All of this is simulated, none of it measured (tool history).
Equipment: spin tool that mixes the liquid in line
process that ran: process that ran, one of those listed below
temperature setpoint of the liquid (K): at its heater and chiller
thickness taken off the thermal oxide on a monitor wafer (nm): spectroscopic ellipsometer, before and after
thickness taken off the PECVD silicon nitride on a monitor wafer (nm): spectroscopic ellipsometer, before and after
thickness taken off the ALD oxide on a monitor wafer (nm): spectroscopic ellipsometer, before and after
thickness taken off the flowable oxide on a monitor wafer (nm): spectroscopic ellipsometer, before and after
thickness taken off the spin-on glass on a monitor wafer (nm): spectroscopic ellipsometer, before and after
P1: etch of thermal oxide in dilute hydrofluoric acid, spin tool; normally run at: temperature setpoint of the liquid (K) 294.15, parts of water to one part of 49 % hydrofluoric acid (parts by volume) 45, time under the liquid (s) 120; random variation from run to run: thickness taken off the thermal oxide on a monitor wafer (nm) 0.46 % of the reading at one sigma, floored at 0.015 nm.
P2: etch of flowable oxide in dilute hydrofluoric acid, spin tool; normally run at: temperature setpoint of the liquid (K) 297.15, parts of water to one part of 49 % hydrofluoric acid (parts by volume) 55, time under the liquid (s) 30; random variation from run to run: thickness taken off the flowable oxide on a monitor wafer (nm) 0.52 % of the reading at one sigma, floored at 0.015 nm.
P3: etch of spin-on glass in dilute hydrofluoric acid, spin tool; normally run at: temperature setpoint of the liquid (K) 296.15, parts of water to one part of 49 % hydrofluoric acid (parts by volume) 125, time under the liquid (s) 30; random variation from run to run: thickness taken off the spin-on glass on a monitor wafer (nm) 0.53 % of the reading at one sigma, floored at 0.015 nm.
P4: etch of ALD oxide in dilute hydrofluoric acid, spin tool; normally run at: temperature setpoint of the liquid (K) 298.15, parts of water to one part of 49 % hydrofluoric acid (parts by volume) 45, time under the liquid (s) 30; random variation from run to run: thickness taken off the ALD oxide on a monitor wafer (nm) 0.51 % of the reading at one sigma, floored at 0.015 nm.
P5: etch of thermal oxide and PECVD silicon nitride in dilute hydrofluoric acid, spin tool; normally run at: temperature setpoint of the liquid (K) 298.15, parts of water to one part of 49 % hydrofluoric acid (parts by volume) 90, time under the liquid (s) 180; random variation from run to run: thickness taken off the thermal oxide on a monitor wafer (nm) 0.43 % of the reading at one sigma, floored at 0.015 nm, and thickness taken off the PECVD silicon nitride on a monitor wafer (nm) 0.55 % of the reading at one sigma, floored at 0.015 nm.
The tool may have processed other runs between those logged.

| run | hour | process that ran | temperature setpoint of the liquid (K) | parts of water to one part of 49 % hydrofluoric acid (parts by volume) | time under the liquid (s) | hours since the thermometer was replaced | hours since the hydrofluoric acid flow meter was replaced | thickness taken off the thermal oxide on a monitor wafer (nm) | thickness taken off the PECVD silicon nitride on a monitor wafer (nm) | thickness taken off the ALD oxide on a monitor wafer (nm) | thickness taken off the flowable oxide on a monitor wafer (nm) | thickness taken off the spin-on glass on a monitor wafer (nm) |
|---|---|---|---|---|---|---|---|---|---|---|---|---|
| 1 | 9.8 | P1 | 294.15 | 45 | 120 | 1536.7 | 924.4 | 11.701 |  |  |  |  |
| 2 | 17.6 | P5 | 298.15 | 90 | 280 | 1544.5 | 932.2 | 15.01 | 19.772 |  |  |  |
| 3 | 28.5 | P1 | 294.15 | 45 | 120 | 1555.4 | 943.1 | 11.741 |  |  |  |  |
| 4 | 37 | P1 | 290.15 | 45 | 120 | 1563.9 | 951.6 | 9.8294 |  |  |  |  |
|  | 45.5 | thermometer replaced |
| 5 | 45.7 | P4 | 304.15 | 45 | 30 | 0.3 | 960.3 |  |  | 17.532 |  |  |
| 6 | 54.9 | P4 | 298.15 | 25 | 30 | 9.5 | 969.5 |  |  | 25.536 |  |  |
| 7 | 65.2 | P1 | 290.65 | 45 | 170 | 19.8 | 979.8 | 14.26 |  |  |  |  |
| 8 | 71.7 | P1 | 301.15 | 45 | 120 | 26.3 | 986.3 | 15.709 |  |  |  |  |
| 9 | 81.2 | P2 | 297.15 | 55 | 60 | 35.8 | 995.8 |  |  |  | 47.648 |  |
| 10 | 88.6 | P2 | 297.15 | 55 | 30 | 43.2 | 1003.2 |  |  |  | 23.95 |  |
| 11 | 93.5 | P1 | 300.15 | 75 | 120 | 48.1 | 1008.1 | 8.7517 |  |  |  |  |
| 12 | 98.8 | P4 | 298.15 | 45 | 30 | 53.4 | 1013.4 |  |  | 13.613 |  |  |
| 13 | 103.8 | P2 | 302.15 | 55 | 30 | 58.4 | 1018.4 |  |  |  | 29.216 |  |
| 14 | 110 | P4 | 298.15 | 45 | 30 | 64.6 | 1024.6 |  |  | 13.691 |  |  |
| 15 | 118.6 | P1 | 294.15 | 45 | 120 | 73.2 | 1033.2 | 11.741 |  |  |  |  |
| 16 | 129.7 | P1 | 294.15 | 45 | 120 | 84.3 | 1044.3 | 11.743 |  |  |  |  |
| 17 | 140.6 | P3 | 296.15 | 125 | 30 | 95.2 | 1055.2 |  |  |  |  | 6.4075 |
| 18 | 147.6 | P5 | 306.15 | 90 | 180 | 102.2 | 1062.2 | 13.121 | 21.071 |  |  |  |
| 19 | 158.3 | P5 | 298.15 | 90 | 180 | 112.9 | 1072.9 | 9.6268 | 12.58 |  |  |  |
| 20 | 164.8 | P2 | 297.15 | 90 | 30 | 119.4 | 1079.4 |  |  |  | 13.957 |  |
| 21 | 173.4 | P3 | 304.15 | 125 | 30 | 128 | 1088 |  |  |  |  | 8.7009 |
| 22 | 179.9 | P2 | 297.15 | 55 | 30 | 134.5 | 1094.5 |  |  |  | 23.966 |  |
| 23 | 185.6 | P1 | 294.15 | 75 | 120 | 140.2 | 1100.2 | 6.8155 |  |  |  |  |
| 24 | 191.8 | P5 | 298.15 | 35 | 180 | 146.4 | 1106.4 | 26.814 | 31.82 |  |  |  |
| 25 | 198.1 | P3 | 296.15 | 125 | 15 | 152.7 | 1112.7 |  |  |  |  | 3.2568 |
| 26 | 208.7 | P1 | 294.15 | 45 | 60 | 163.3 | 1123.3 | 5.9043 |  |  |  |  |
| 27 | 216.1 | P1 | 299.15 | 70 | 120 | 170.7 | 1130.7 | 9.0806 |  |  |  |  |
| 28 | 221.2 | P1 | 294.15 | 45 | 210 | 175.8 | 1135.8 | 20.55 |  |  |  |  |
| 29 | 231.6 | P4 | 298.15 | 45 | 15 | 186.2 | 1146.2 |  |  | 6.8461 |  |  |
| 30 | 240.9 | P1 | 294.15 | 45 | 120 | 195.5 | 1155.5 | 11.699 |  |  |  |  |
| 31 | 251.3 | P1 | 294.15 | 20 | 120 | 205.9 | 1165.9 | 27.5 |  |  |  |  |
| 32 | 262.1 | P1 | 294.15 | 45 | 120 | 216.7 | 1176.7 | 11.79 |  |  |  |  |
| 33 | 271.8 | P3 | 296.15 | 35 | 30 | 226.4 | 1186.4 |  |  |  |  | 25.461 |
| 34 | 281.4 | P1 | 294.15 | 45 | 120 | 236 | 1196 | 11.726 |  |  |  |  |
| 35 | 288.9 | P1 | 294.15 | 45 | 120 | 243.5 | 1203.5 | 11.434 |  |  |  |  |
| 36 | 296 | P1 | 294.15 | 45 | 120 | 250.6 | 1210.6 | 11.039 |  |  |  |  |
| 37 | 306.4 | P1 | 294.15 | 45 | 120 | 261 | 1221 | 11.045 |  |  |  |  |
| 38 | 312.9 | P1 | 294.15 | 45 | 120 | 267.5 | 1227.5 | 10.973 |  |  |  |  |
| 39 | 319.4 | P1 | 294.15 | 45 | 120 | 274 | 1234 | 10.95 |  |  |  |  |
| 40 | 326 | P1 | 294.15 | 45 | 120 | 280.6 | 1240.6 | 10.859 |  |  |  |  |
| 41 | 333.2 | P1 | 294.15 | 45 | 120 | 287.8 | 1247.8 | 10.845 |  |  |  |  |

The output of P1 has drifted from where it used to be. Each of the 2 causes below, taken at the size shown beside it, accounts for the log equally well:
A: liquid colder than its thermometer reads (K) = 1.86
B: hydrofluoric acid flow below the setpoint (%) = 7.19
The gradual shift began around hour 281.4.

The check runs listed below each take one wafer, and their results are still question marks. Under which run would the listed causes lead to clearly different results?
| check 1 | 340.4 | P5 | 306.15 | 90 | 245 |  |  | ? | ? |  |  |  |
| check 2 | 340.4 | P4 | 301.15 | 45 | 15 |  |  |  |  | ? |  |  |
| check 3 | 340.4 | P3 | 303.65 | 55 | 30 |  |  |  |  |  |  | ? |
| check 4 | 340.4 | P2 | 301.65 | 55 | 45 |  |  |  |  |  | ? |  |

What each check would give under each cause:
| check | result | if A | if B |
|---|---|---|---|
| check 1 | thickness taken off the thermal oxide on a monitor wafer (nm) | 16.665 | 16.397 |
| check 1 | thickness taken off the PECVD silicon nitride on a monitor wafer (nm) | 25.489 | 26.523 |
| check 2 | thickness taken off the ALD oxide on a monitor wafer (nm) | 7.1585 | 7.1243 |
| check 3 | thickness taken off the spin-on glass on a monitor wafer (nm) | 19.961 | 19.797 |
| check 4 | thickness taken off the flowable oxide on a monitor wafer (nm) | 39.946 | 39.677 |
Per check, the gap between the least separated pair of causes, taken in the result that splits them most: check 1 3.98 %; check 2 0.48 %; check 3 0.83 %; check 4 0.68 %
Only check 1 tells the causes apart: in the others they would give nearly the same result.

Then check 1 was run and gave: thickness taken off the thermal oxide on a monitor wafer (nm) 16.277; thickness taken off the PECVD silicon nitride on a monitor wafer (nm) 26.46. Which cause is it?

Of the candidate causes, it is B: hydrofluoric acid flow below the setpoint (%).

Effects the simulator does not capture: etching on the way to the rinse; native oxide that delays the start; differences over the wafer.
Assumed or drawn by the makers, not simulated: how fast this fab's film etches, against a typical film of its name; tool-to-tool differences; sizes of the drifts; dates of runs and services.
